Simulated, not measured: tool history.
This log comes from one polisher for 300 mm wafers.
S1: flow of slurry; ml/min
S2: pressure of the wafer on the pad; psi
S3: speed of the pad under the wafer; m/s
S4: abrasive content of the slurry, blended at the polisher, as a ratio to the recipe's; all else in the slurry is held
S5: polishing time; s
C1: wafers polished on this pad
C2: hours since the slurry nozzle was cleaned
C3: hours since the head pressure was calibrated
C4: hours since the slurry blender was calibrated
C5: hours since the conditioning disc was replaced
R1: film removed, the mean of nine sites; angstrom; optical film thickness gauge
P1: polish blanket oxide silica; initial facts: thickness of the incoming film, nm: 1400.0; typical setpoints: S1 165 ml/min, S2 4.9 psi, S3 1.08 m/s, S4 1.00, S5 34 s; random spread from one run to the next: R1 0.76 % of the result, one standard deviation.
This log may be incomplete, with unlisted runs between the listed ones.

run,hour,S1,S2,S3,S4,S5,C1,C2,C3,C4,C5,R1
1,8.9,165,4.9,1.08,1.00,34,311,90.2,259.7,311.8,280.5,1141.10
2,19.0,165,4.9,1.08,1.00,24,432,100.3,269.8,321.9,290.6,810.75
3,33.2,165,4.9,1.08,1.00,34,602,114.5,284.0,336.1,304.8,1149.40
4,45.9,255,4.9,1.08,1.00,34,754,127.2,296.7,348.8,317.5,1217.30
5,55.1,165,7.1,1.34,1.00,34,865,136.4,305.9,358.0,326.7,1986.40
6,66.0,165,4.9,1.08,1.50,34,996,147.3,316.8,368.9,337.6,1343.60
7,74.6,165,4.9,1.08,1.00,34,1099,155.9,325.4,377.5,346.2,1144.60
8,85.1,165,4.9,1.68,1.00,34,1225,166.4,335.9,388.0,356.7,1630.60
9,96.2,100,4.9,1.08,1.00,34,1358,177.5,347.0,399.1,367.8,1022.80
10,105.7,165,4.9,1.08,1.00,34,1472,187.0,356.5,408.6,377.3,1133.40
# hour 106.8: slurry blender recalibrated
11,121.7,165,4.9,1.08,1.00,34,1664,203.0,372.5,15.0,393.3,1142.30
12,135.9,165,4.9,1.08,1.00,53,1834,217.2,386.7,29.2,407.5,1772.50
# hour 148.0: slurry nozzle cleaned
13,151.0,100,4.9,1.08,1.25,34,2015,3.1,401.8,44.3,422.6,1156.50
14,167.8,100,4.9,0.64,1.00,34,2217,19.9,418.6,61.1,439.4,682.88
15,175.4,165,2.3,1.08,1.00,34,2308,27.5,426.2,68.7,447.0,536.97
16,184.3,165,4.9,0.52,1.00,34,2415,36.4,435.1,77.6,455.9,644.46
17,194.7,165,7.2,1.08,1.00,34,2540,46.8,445.5,88.0,466.3,1682.00
18,202.2,165,4.9,1.08,1.00,34,2630,54.3,453.0,95.5,473.8,1133.40
19,218.9,165,4.9,1.08,0.50,34,2830,71.0,469.7,112.2,490.5,779.99
20,227.3,165,4.9,1.08,1.00,34,2931,79.4,478.1,120.6,498.9,1147.00
21,243.5,165,4.9,1.08,1.00,34,3125,95.6,494.3,136.8,515.1,1100.10
22,256.2,165,4.9,1.08,1.00,34,3278,108.3,507.0,149.5,527.8,1054.10
# hour 259.4: slurry blender recalibrated
23,270.9,165,4.9,1.08,1.00,34,3454,123.0,521.7,11.6,542.5,1049.80
# hour 271.2: conditioning disc replaced and pad reconditioned
24,282.4,165,4.9,1.08,1.00,34,3592,134.5,533.2,23.1,11.3,1051.70
# hour 287.7: head pressure recalibrated
25,298.5,165,4.9,1.08,1.00,34,3785,150.6,10.8,39.2,27.4,1049.10
26,309.0,165,4.9,1.08,1.00,34,3911,161.1,21.3,49.7,37.9,1040.60

The log shows P1 creeping away from where it was. Any of the 2 causes listed here, at the size stated for it, fits the log just as well as the others:
A: removal rate lost through wear of the pad, % = 8.5
B: slurry flow missing at the pad, % = 36.5
The gradual shift began around hour 227.3.
Other possible causes, and why each is ruled out:
head's pressure below its setpoint, %: serviced at hour 287.7, after the drift had started, without restoring the earlier output
abrasive missing from the slurry, %: serviced at hour 259.4, after the drift had started, without restoring the earlier output
time polished since the conditioner stopped cutting, s: serviced at hour 271.2, after the drift had started, without restoring the earlier output

4 check runs are offered, each on 2 wafers whose results are averaged, their results left as question marks. Which one tells the causes apart?
check 1,319.5,165,4.9,1.08,1.40,34,,,,,,?
check 2,319.5,165,4.9,0.74,0.75,34,,,,,,?
check 3,319.5,100,3.9,1.08,1.00,34,,,,,,?
check 4,319.5,165,4.9,1.08,1.45,34,,,,,,?

What every check run would give for each of its results, assuming each possible cause in turn:
check,result,if A,if B
check 1,R1,1201.30,1201.30
check 2,R1,670.83,670.83
check 3,R1,752.65,716.41
check 4,R1,1217.00,1217.00
Per check, the gap between the least separated pair of causes, taken in the result that splits them most: check 1 0 %; check 2 0 %; check 3 4.93 %; check 4 0 %
Of the check runs offered, only check 3 discriminates between the causes; the rest would read about the same regardless of which cause applies.

The results of check 3 are: R1 713.87 angstrom. Based on these, which of the listed causes is it?

B is the cause: slurry flow missing at the pad, %.
